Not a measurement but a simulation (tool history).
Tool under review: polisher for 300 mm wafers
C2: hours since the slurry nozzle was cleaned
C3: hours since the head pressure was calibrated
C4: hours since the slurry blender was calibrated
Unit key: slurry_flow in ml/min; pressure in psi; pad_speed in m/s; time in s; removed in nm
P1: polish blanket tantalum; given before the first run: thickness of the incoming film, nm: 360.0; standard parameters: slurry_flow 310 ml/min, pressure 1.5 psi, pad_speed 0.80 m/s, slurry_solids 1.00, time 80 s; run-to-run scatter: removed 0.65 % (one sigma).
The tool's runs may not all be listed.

run 1 hour=16.6 | slurry_flow=310 pressure=1.5 pad_speed=0.80 slurry_solids=1.00 time=80 | wafers_polished_on_this_pad=435 C2=105.8 C3=1034.4 C4=179.3 | removed=76.943
run 2 hour=32.5 | slurry_flow=310 pressure=1.5 pad_speed=0.80 slurry_solids=1.50 time=80 | wafers_polished_on_this_pad=638 C2=121.7 C3=1050.3 C4=195.2 | removed=85.911
run 3 hour=47.7 | slurry_flow=310 pressure=1.5 pad_speed=0.80 slurry_solids=1.00 time=80 | wafers_polished_on_this_pad=831 C2=136.9 C3=1065.5 C4=210.4 | removed=76.659
run 4 hour=56.7 | slurry_flow=310 pressure=1.5 pad_speed=0.44 slurry_solids=1.00 time=80 | wafers_polished_on_this_pad=945 C2=145.9 C3=1074.5 C4=219.4 | removed=42.922
run 5 hour=69.4 | slurry_flow=185 pressure=1.5 pad_speed=0.80 slurry_solids=1.00 time=80 | wafers_polished_on_this_pad=1107 C2=158.6 C3=1087.2 C4=232.1 | removed=73.880
-- hour=79.5 head pressure recalibrated
run 6 hour=85.7 | slurry_flow=310 pressure=1.5 pad_speed=1.14 slurry_solids=1.00 time=39 | wafers_polished_on_this_pad=1314 C2=174.9 C3=6.2 C4=248.4 | removed=53.539
run 7 hour=94.1 | slurry_flow=310 pressure=1.5 pad_speed=1.04 slurry_solids=1.00 time=80 | wafers_polished_on_this_pad=1421 C2=183.3 C3=14.6 C4=256.8 | removed=101.560
run 8 hour=105.0 | slurry_flow=310 pressure=0.7 pad_speed=0.80 slurry_solids=1.00 time=80 | wafers_polished_on_this_pad=1560 C2=194.2 C3=25.5 C4=267.7 | removed=36.516
run 9 hour=120.4 | slurry_flow=310 pressure=1.5 pad_speed=0.80 slurry_solids=1.00 time=80 | wafers_polished_on_this_pad=1756 C2=209.6 C3=40.9 C4=283.1 | removed=76.916
run 10 hour=134.6 | slurry_flow=310 pressure=1.5 pad_speed=0.80 slurry_solids=1.00 time=80 | wafers_polished_on_this_pad=1937 C2=223.8 C3=55.1 C4=297.3 | removed=76.262
run 11 hour=151.6 | slurry_flow=310 pressure=1.5 pad_speed=0.80 slurry_solids=1.00 time=80 | wafers_polished_on_this_pad=2153 C2=240.8 C3=72.1 C4=314.3 | removed=78.360
run 12 hour=168.2 | slurry_flow=310 pressure=1.9 pad_speed=0.80 slurry_solids=1.00 time=80 | wafers_polished_on_this_pad=2364 C2=257.4 C3=88.7 C4=330.9 | removed=96.991
run 13 hour=185.0 | slurry_flow=310 pressure=1.5 pad_speed=0.80 slurry_solids=1.00 time=113 | wafers_polished_on_this_pad=2578 C2=274.2 C3=105.5 C4=347.7 | removed=109.190
run 14 hour=193.9 | slurry_flow=310 pressure=1.5 pad_speed=0.80 slurry_solids=1.00 time=80 | wafers_polished_on_this_pad=2691 C2=283.1 C3=114.4 C4=356.6 | removed=77.540
-- hour=199.0 slurry blender recalibrated
run 15 hour=212.1 | slurry_flow=310 pressure=0.9 pad_speed=0.52 slurry_solids=1.00 time=80 | wafers_polished_on_this_pad=2923 C2=301.3 C3=132.6 C4=13.1 | removed=30.072
run 16 hour=228.6 | slurry_flow=310 pressure=1.5 pad_speed=1.08 slurry_solids=1.45 time=80 | wafers_polished_on_this_pad=3133 C2=317.8 C3=149.1 C4=29.6 | removed=114.950
run 17 hour=244.9 | slurry_flow=310 pressure=1.5 pad_speed=0.80 slurry_solids=1.00 time=46 | wafers_polished_on_this_pad=3340 C2=334.1 C3=165.4 C4=45.9 | removed=44.693
run 18 hour=258.3 | slurry_flow=420 pressure=1.5 pad_speed=0.80 slurry_solids=1.00 time=80 | wafers_polished_on_this_pad=3510 C2=347.5 C3=178.8 C4=59.3 | removed=79.457
run 19 hour=266.7 | slurry_flow=310 pressure=1.5 pad_speed=0.80 slurry_solids=0.65 time=80 | wafers_polished_on_this_pad=3617 C2=355.9 C3=187.2 C4=67.7 | removed=66.931
run 20 hour=280.8 | slurry_flow=310 pressure=1.5 pad_speed=0.80 slurry_solids=1.00 time=80 | wafers_polished_on_this_pad=3797 C2=370.0 C3=201.3 C4=81.8 | removed=77.757
run 21 hour=299.7 | slurry_flow=310 pressure=1.5 pad_speed=0.80 slurry_solids=1.00 time=80 | wafers_polished_on_this_pad=4037 C2=388.9 C3=220.2 C4=100.7 | removed=74.553
run 22 hour=310.9 | slurry_flow=310 pressure=1.5 pad_speed=0.80 slurry_solids=1.00 time=80 | wafers_polished_on_this_pad=4180 C2=400.1 C3=231.4 C4=111.9 | removed=73.680
run 23 hour=321.2 | slurry_flow=310 pressure=1.5 pad_speed=0.80 slurry_solids=1.00 time=80 | wafers_polished_on_this_pad=4311 C2=410.4 C3=241.7 C4=122.2 | removed=72.328

Forecast run 24:
-- hour=329.0 head pressure recalibrated
run 24 hour=335.0 | slurry_flow=310 pressure=1.5 pad_speed=0.80 slurry_solids=1.00 time=80 | wafers_polished_on_this_pad=4486 C2=424.2 C3=6.1 C4=136.0 | removed=?

{"run 24": {"removed": 72.601}}
